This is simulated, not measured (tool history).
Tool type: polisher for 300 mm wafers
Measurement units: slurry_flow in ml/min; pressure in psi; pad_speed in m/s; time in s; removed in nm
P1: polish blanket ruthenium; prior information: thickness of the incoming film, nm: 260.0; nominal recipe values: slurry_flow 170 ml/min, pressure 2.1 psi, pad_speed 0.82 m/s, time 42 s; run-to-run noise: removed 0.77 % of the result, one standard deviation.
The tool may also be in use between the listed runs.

{"run": 1, "day": 0.346, "slurry_flow": 170, "pressure": 2.1, "pad_speed": 0.82, "time": 42, "removed": 37.439}
{"run": 2, "day": 0.888, "slurry_flow": 170, "pressure": 2.1, "pad_speed": 0.82, "time": 30, "removed": 26.617}
{"run": 3, "day": 1.2, "slurry_flow": 100, "pressure": 2.1, "pad_speed": 0.82, "time": 42, "removed": 33.451}
{"run": 4, "day": 1.704, "slurry_flow": 225, "pressure": 2.1, "pad_speed": 0.82, "time": 29, "removed": 26.914}
{"run": 5, "day": 2.017, "slurry_flow": 250, "pressure": 2.1, "pad_speed": 0.82, "time": 42, "removed": 38.877}
{"run": 6, "day": 2.317, "slurry_flow": 170, "pressure": 2.1, "pad_speed": 0.82, "time": 42, "removed": 37.408}
{"run": 7, "day": 2.867, "slurry_flow": 170, "pressure": 3.1, "pad_speed": 0.82, "time": 42, "removed": 54.538}
{"run": 8, "day": 3.271, "slurry_flow": 120, "pressure": 2.1, "pad_speed": 0.82, "time": 65, "removed": 54.438}
{"run": 9, "day": 3.546, "slurry_flow": 170, "pressure": 2.1, "pad_speed": 0.52, "time": 42, "removed": 23.859}
{"run": 10, "day": 3.846, "slurry_flow": 170, "pressure": 1.3, "pad_speed": 0.82, "time": 42, "removed": 23.109}
{"run": 11, "day": 4.142, "slurry_flow": 170, "pressure": 2.1, "pad_speed": 0.82, "time": 66, "removed": 58.653}
{"run": 12, "day": 4.504, "slurry_flow": 170, "pressure": 2.1, "pad_speed": 0.82, "time": 42, "removed": 37.782}
{"run": 13, "day": 4.921, "slurry_flow": 100, "pressure": 1.2, "pad_speed": 0.82, "time": 42, "removed": 18.976}
{"run": 14, "day": 5.371, "slurry_flow": 170, "pressure": 2.1, "pad_speed": 0.82, "time": 42, "removed": 36.877}
{"run": 15, "day": 5.679, "slurry_flow": 170, "pressure": 2.1, "pad_speed": 0.82, "time": 42, "removed": 37.266}
{"run": 16, "day": 6.021, "slurry_flow": 170, "pressure": 2.1, "pad_speed": 1.18, "time": 42, "removed": 53.098}
{"run": 17, "day": 6.467, "slurry_flow": 170, "pressure": 2.1, "pad_speed": 0.82, "time": 42, "removed": 37.225}
{"run": 18, "day": 6.779, "slurry_flow": 170, "pressure": 2.1, "pad_speed": 0.82, "time": 42, "removed": 36.977}
{"run": 19, "day": 7.242, "slurry_flow": 170, "pressure": 2.1, "pad_speed": 0.82, "time": 42, "removed": 35.467}
{"run": 20, "day": 7.592, "slurry_flow": 170, "pressure": 2.1, "pad_speed": 0.82, "time": 42, "removed": 35.82}
{"run": 21, "day": 8.025, "slurry_flow": 170, "pressure": 2.1, "pad_speed": 0.82, "time": 42, "removed": 35.463}
{"day": 8.279, "done": "worn pad replaced by a new one"}
{"run": 22, "day": 8.412, "slurry_flow": 170, "pressure": 2.1, "pad_speed": 0.82, "time": 42, "removed": 34.986}
{"run": 23, "day": 8.783, "slurry_flow": 170, "pressure": 2.1, "pad_speed": 0.82, "time": 42, "removed": 35.248}
{"run": 24, "day": 9.075, "slurry_flow": 170, "pressure": 2.1, "pad_speed": 0.82, "time": 42, "removed": 35.284}
{"run": 25, "day": 9.383, "slurry_flow": 170, "pressure": 2.1, "pad_speed": 0.82, "time": 42, "removed": 35.193}
{"run": 26, "day": 9.658, "slurry_flow": 170, "pressure": 2.1, "pad_speed": 0.82, "time": 42, "removed": 34.518}

What P1 gives has crept away from where it was. These 2 causes fit the log equally well, each at the size given:
A: slurry flow missing at the pad, % = 28.7
B: head's pressure below its setpoint, % = 5.92
The creep began at about day 6.467.
All other causes, with the reason each is excluded:
removal rate lost through wear of the pad, %: was serviced at day 8.279, once the creep was under way, yet the earlier output never came back

Each of the check runs listed below is run on 5 wafers and reports their average, with the results left as question marks. Pick the one under which the possible causes would lead to clearly different results.
{"run": "check 1", "day": 9.933, "slurry_flow": 110, "pressure": 2.1, "pad_speed": 0.82, "time": 42, "removed": "?"}
{"run": "check 2", "day": 9.933, "slurry_flow": 170, "pressure": 2.1, "pad_speed": 1.08, "time": 42, "removed": "?"}
{"run": "check 3", "day": 9.933, "slurry_flow": 170, "pressure": 3.1, "pad_speed": 0.52, "time": 42, "removed": "?"}
{"run": "check 4", "day": 9.933, "slurry_flow": 170, "pressure": 2.1, "pad_speed": 0.56, "time": 42, "removed": "?"}

Check results expected under each cause:
check=check_1 result=removed if_A=31.370 if_B=32.301
check=check_2 result=removed if_A=46.192 if_B=46.195
check=check_3 result=removed if_A=32.832 if_B=32.833
check=check_4 result=removed if_A=23.952 if_B=23.953
How far apart the two closest causes lie, in the result that separates them most: check 1 2.92 %; check 2 0.01 %; check 3 0.01 %; check 4 0.01 %
Only in check 1 would the causes give clearly different results; in the remaining checks their results would be nearly the same.

With check 1 done, the readings were: removed 31.224 nm. Identify which of the listed causes applies.

The cause is A: slurry flow missing at the pad, %.
